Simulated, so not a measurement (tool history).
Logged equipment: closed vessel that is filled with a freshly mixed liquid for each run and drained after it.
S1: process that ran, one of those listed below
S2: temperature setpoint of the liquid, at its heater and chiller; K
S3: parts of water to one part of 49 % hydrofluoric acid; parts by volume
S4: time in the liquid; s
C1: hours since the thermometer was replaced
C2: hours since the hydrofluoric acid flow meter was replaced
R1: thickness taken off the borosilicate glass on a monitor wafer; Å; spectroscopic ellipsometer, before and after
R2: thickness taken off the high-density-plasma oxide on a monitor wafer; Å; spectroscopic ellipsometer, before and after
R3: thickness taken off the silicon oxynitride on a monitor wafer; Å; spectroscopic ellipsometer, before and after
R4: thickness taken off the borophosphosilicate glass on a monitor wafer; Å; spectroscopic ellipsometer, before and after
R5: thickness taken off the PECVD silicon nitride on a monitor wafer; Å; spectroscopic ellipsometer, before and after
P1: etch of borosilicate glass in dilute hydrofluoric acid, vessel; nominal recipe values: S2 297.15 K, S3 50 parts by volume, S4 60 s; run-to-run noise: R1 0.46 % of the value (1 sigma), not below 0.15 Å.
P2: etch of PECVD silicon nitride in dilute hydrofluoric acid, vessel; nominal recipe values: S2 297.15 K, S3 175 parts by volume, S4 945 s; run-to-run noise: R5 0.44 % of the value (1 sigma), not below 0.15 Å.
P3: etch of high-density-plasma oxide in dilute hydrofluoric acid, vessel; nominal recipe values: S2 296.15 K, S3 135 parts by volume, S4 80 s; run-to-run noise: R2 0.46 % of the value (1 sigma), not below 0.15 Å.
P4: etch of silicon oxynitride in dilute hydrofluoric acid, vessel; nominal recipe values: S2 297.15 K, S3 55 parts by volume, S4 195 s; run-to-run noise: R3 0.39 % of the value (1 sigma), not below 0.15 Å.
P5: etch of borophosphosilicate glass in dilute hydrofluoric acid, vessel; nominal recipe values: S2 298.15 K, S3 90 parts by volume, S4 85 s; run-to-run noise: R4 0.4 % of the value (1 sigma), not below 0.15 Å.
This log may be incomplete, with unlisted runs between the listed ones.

Run 1, hour 14.9: S1 P1, S2 297.15 K, S3 50 parts by volume, S4 60 s; C1 720.1; C2 159.8. Result: R1 352.85 Å.
Run 2, hour 30.4: S1 P3, S2 296.15 K, S3 45 parts by volume, S4 80 s; C1 735.6; C2 175.3. Result: R2 164.08 Å.
Run 3, hour 39.4: S1 P4, S2 297.15 K, S3 55 parts by volume, S4 30 s; C1 744.6; C2 184.3. Result: R3 23.78 Å.
Run 4, hour 54.3: S1 P1, S2 302.15 K, S3 50 parts by volume, S4 60 s; C1 759.5; C2 199.2. Result: R1 433.86 Å.
Run 5, hour 67.7: S1 P1, S2 297.15 K, S3 50 parts by volume, S4 95 s; C1 772.9; C2 212.6. Result: R1 560.24 Å.
Run 6, hour 77.2: S1 P5, S2 293.65 K, S3 90 parts by volume, S4 85 s; C1 782.4; C2 222.1. Result: R4 300.76 Å.
Run 7, hour 92.7: S1 P2, S2 297.15 K, S3 175 parts by volume, S4 945 s; C1 797.9; C2 237.6. Result: R5 104.58 Å.
Run 8, hour 107.9: S1 P3, S2 296.15 K, S3 135 parts by volume, S4 80 s; C1 813.1; C2 252.8. Result: R2 49.106 Å.
Run 9, hour 118.1: S1 P1, S2 297.15 K, S3 50 parts by volume, S4 60 s; C1 823.3; C2 263. Result: R1 352.88 Å.
Run 10, hour 131: S1 P5, S2 298.15 K, S3 90 parts by volume, S4 85 s; C1 836.2; C2 275.9. Result: R4 358.74 Å.
Run 11, hour 142.5: S1 P1, S2 297.15 K, S3 20 parts by volume, S4 60 s; C1 847.7; C2 287.4. Result: R1 923.16 Å.
Run 12, hour 154: S1 P1, S2 297.15 K, S3 50 parts by volume, S4 60 s; C1 859.2; C2 298.9. Result: R1 350.92 Å.
Run 13, hour 161.6: S1 P1, S2 293.65 K, S3 50 parts by volume, S4 60 s; C1 866.8; C2 306.5. Result: R1 305.03 Å.
Run 14, hour 176.8: S1 P1, S2 297.15 K, S3 70 parts by volume, S4 30 s; C1 882; C2 321.7. Result: R1 121.88 Å.
Run 15, hour 184: S1 P2, S2 301.15 K, S3 175 parts by volume, S4 945 s; C1 889.2; C2 328.9. Result: R5 136.04 Å.
Run 16, hour 194.3: S1 P2, S2 297.15 K, S3 175 parts by volume, S4 1805 s; C1 899.5; C2 339.2. Result: R5 201.89 Å.
Run 17, hour 202.7: S1 P2, S2 297.15 K, S3 40 parts by volume, S4 945 s; C1 907.9; C2 347.6. Result: R5 451.19 Å.
Run 18, hour 209.7: S1 P1, S2 297.15 K, S3 50 parts by volume, S4 60 s; C1 914.9; C2 354.6. Result: R1 354.96 Å.
Run 19, hour 217.5: S1 P4, S2 297.15 K, S3 55 parts by volume, S4 195 s; C1 922.7; C2 362.4. Result: R3 154.54 Å.
At hour 224.9: thermometer replaced.
Run 20, hour 229.9: S1 P4, S2 297.15 K, S3 20 parts by volume, S4 195 s; C1 5.1; C2 374.8. Result: R3 437.89 Å.
Run 21, hour 236.9: S1 P3, S2 296.15 K, S3 135 parts by volume, S4 30 s; C1 12.1; C2 381.8. Result: R2 18.267 Å.
Run 22, hour 248.7: S1 P1, S2 297.15 K, S3 50 parts by volume, S4 60 s; C1 23.9; C2 393.6. Result: R1 352.24 Å.
Run 23, hour 263.3: S1 P1, S2 297.15 K, S3 50 parts by volume, S4 30 s; C1 38.5; C2 408.2. Result: R1 177.73 Å.
Run 24, hour 274.3: S1 P4, S2 305.15 K, S3 55 parts by volume, S4 195 s; C1 49.5; C2 419.2. Result: R3 225.94 Å.
Run 25, hour 287.8: S1 P5, S2 298.15 K, S3 90 parts by volume, S4 85 s; C1 63; C2 432.7. Result: R4 358.01 Å.
Run 26, hour 302.1: S1 P1, S2 297.15 K, S3 85 parts by volume, S4 60 s; C1 77.3; C2 447. Result: R1 199.11 Å.
Run 27, hour 311: S1 P5, S2 298.15 K, S3 90 parts by volume, S4 35 s; C1 86.2; C2 455.9. Result: R4 147.03 Å.
Run 28, hour 320.6: S1 P5, S2 298.15 K, S3 140 parts by volume, S4 85 s; C1 95.8; C2 465.5. Result: R4 215.71 Å.
Run 29, hour 329.5: S1 P1, S2 291.15 K, S3 50 parts by volume, S4 85 s; C1 104.7; C2 474.4. Result: R1 390.97 Å.
Run 30, hour 342.8: S1 P1, S2 297.15 K, S3 50 parts by volume, S4 60 s; C1 118; C2 487.7. Result: R1 354.28 Å.
Run 31, hour 355.9: S1 P1, S2 297.15 K, S3 50 parts by volume, S4 60 s; C1 131.1; C2 500.8. Result: R1 352.98 Å.
Run 32, hour 371.8: S1 P3, S2 290.15 K, S3 135 parts by volume, S4 80 s; C1 147; C2 516.7. Result: R2 38.846 Å.
Run 33, hour 383.9: S1 P1, S2 297.15 K, S3 50 parts by volume, S4 60 s; C1 159.1; C2 528.8. Result: R1 352.57 Å.
Run 34, hour 395: S1 P1, S2 297.15 K, S3 50 parts by volume, S4 60 s; C1 170.2; C2 539.9. Result: R1 363.73 Å.
Run 35, hour 404.8: S1 P1, S2 297.15 K, S3 50 parts by volume, S4 60 s; C1 180; C2 549.7. Result: R1 369.28 Å.
Run 36, hour 419.9: S1 P1, S2 297.15 K, S3 50 parts by volume, S4 60 s; C1 195.1; C2 564.8. Result: R1 371.62 Å.
Run 37, hour 433.3: S1 P1, S2 297.15 K, S3 50 parts by volume, S4 60 s; C1 208.5; C2 578.2. Result: R1 372.99 Å.
Run 38, hour 442: S1 P1, S2 297.15 K, S3 50 parts by volume, S4 60 s; C1 217.2; C2 586.9. Result: R1 374.86 Å.
Run 39, hour 452.2: S1 P1, S2 297.15 K, S3 50 parts by volume, S4 60 s; C1 227.4; C2 597.1. Result: R1 374.67 Å.

The output of P1 has drifted from where it used to be. Each of the 2 causes below, taken at the size shown beside it, accounts for the log equally well:
A: hydrofluoric acid flow above the setpoint (%) = 5.45
B: liquid hotter than its thermometer reads (K) = 1.39
The drift started at roughly hour 383.9.

4 check runs are offered, one wafer each, their results left as question marks. Which one tells the causes apart?
Run check 1, hour 462.4: S1 P2, S2 297.15 K, S3 45 parts by volume, S4 945 s. Result: R5 ?.
Run check 2, hour 462.4: S1 P3, S2 290.15 K, S3 135 parts by volume, S4 80 s. Result: R2 ?.
Run check 3, hour 462.4: S1 P4, S2 302.65 K, S3 55 parts by volume, S4 30 s. Result: R3 ?.
Run check 4, hour 462.4: S1 P5, S2 298.15 K, S3 135 parts by volume, S4 85 s. Result: R4 ?.

What every check run would give for each of its results, assuming each possible cause in turn:
  check  result    if A    if B
check 1      R5  423.73  441.73
check 2      R2  41.088  40.967
check 3      R3  32.726  33.005
check 4      R4  240.63  238.55
Per-check spread between the two closest causes, in the result where they differ most: check 1 4.16 %; check 2 0.29 %; check 3 0.85 %; check 4 0.87 %
The causes can be told apart only by check 1. The other checks would give nearly the same results under each of them.

With check 1 done, the readings were: R5 445.28 Å. Identify which of the listed causes applies.

B is the cause: liquid hotter than its thermometer reads (K).
